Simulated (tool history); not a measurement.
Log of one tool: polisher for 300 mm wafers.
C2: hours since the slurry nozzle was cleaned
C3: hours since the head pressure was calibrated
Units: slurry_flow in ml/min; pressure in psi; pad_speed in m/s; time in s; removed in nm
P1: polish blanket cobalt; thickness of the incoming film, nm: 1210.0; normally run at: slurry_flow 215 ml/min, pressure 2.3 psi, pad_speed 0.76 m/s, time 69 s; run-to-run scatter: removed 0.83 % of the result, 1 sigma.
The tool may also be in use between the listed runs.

{"run": 1, "hour": 3.5, "slurry_flow": 215, "pressure": 2.3, "pad_speed": 0.76, "time": 69, "wafers polished on this pad": 575, "C2": 528.6, "C3": 502.2, "removed": 322}
{"run": 2, "hour": 6.6, "slurry_flow": 215, "pressure": 2.3, "pad_speed": 1.14, "time": 69, "wafers polished on this pad": 616, "C2": 531.7, "C3": 505.3, "removed": 475.86}
{"run": 3, "hour": 12.0, "slurry_flow": 215, "pressure": 2.3, "pad_speed": 0.76, "time": 69, "wafers polished on this pad": 688, "C2": 537.1, "C3": 510.7, "removed": 320.62}
{"run": 4, "hour": 14.8, "slurry_flow": 215, "pressure": 2.3, "pad_speed": 0.76, "time": 69, "wafers polished on this pad": 725, "C2": 539.9, "C3": 513.5, "removed": 316.54}
{"run": 5, "hour": 19.2, "slurry_flow": 215, "pressure": 2.3, "pad_speed": 0.76, "time": 105, "wafers polished on this pad": 783, "C2": 544.3, "C3": 517.9, "removed": 489.06}
{"run": 6, "hour": 24.6, "slurry_flow": 315, "pressure": 2.3, "pad_speed": 0.76, "time": 69, "wafers polished on this pad": 855, "C2": 549.7, "C3": 523.3, "removed": 332.18}
{"run": 7, "hour": 27.3, "slurry_flow": 215, "pressure": 2.3, "pad_speed": 0.4, "time": 69, "wafers polished on this pad": 891, "C2": 552.4, "C3": 526, "removed": 171.78}
{"run": 8, "hour": 31.1, "slurry_flow": 130, "pressure": 2.3, "pad_speed": 1.02, "time": 69, "wafers polished on this pad": 941, "C2": 556.2, "C3": 529.8, "removed": 393.44}
{"run": 9, "hour": 35.5, "slurry_flow": 215, "pressure": 1.1, "pad_speed": 0.76, "time": 69, "wafers polished on this pad": 1000, "C2": 560.6, "C3": 534.2, "removed": 152.25}
{"run": 10, "hour": 38.3, "slurry_flow": 215, "pressure": 2.3, "pad_speed": 0.76, "time": 69, "wafers polished on this pad": 1037, "C2": 563.4, "C3": 537, "removed": 314.07}
{"run": 11, "hour": 41.5, "slurry_flow": 215, "pressure": 2.3, "pad_speed": 0.98, "time": 49, "wafers polished on this pad": 1079, "C2": 566.6, "C3": 540.2, "removed": 291.57}
{"run": 12, "hour": 45.3, "slurry_flow": 215, "pressure": 3.5, "pad_speed": 1.02, "time": 69, "wafers polished on this pad": 1130, "C2": 570.4, "C3": 544, "removed": 652.51}
{"run": 13, "hour": 48.5, "slurry_flow": 215, "pressure": 3, "pad_speed": 0.76, "time": 69, "wafers polished on this pad": 1172, "C2": 573.6, "C3": 547.2, "removed": 416.75}

Run 14 comes next. What will it give?
{"run": 14, "hour": 53.9, "slurry_flow": 215, "pressure": 2.3, "pad_speed": 0.76, "time": 69, "wafers polished on this pad": 1244, "C2": 579, "C3": 552.6, "removed": "?"}

Run 14 gave removed 317.36 nm.

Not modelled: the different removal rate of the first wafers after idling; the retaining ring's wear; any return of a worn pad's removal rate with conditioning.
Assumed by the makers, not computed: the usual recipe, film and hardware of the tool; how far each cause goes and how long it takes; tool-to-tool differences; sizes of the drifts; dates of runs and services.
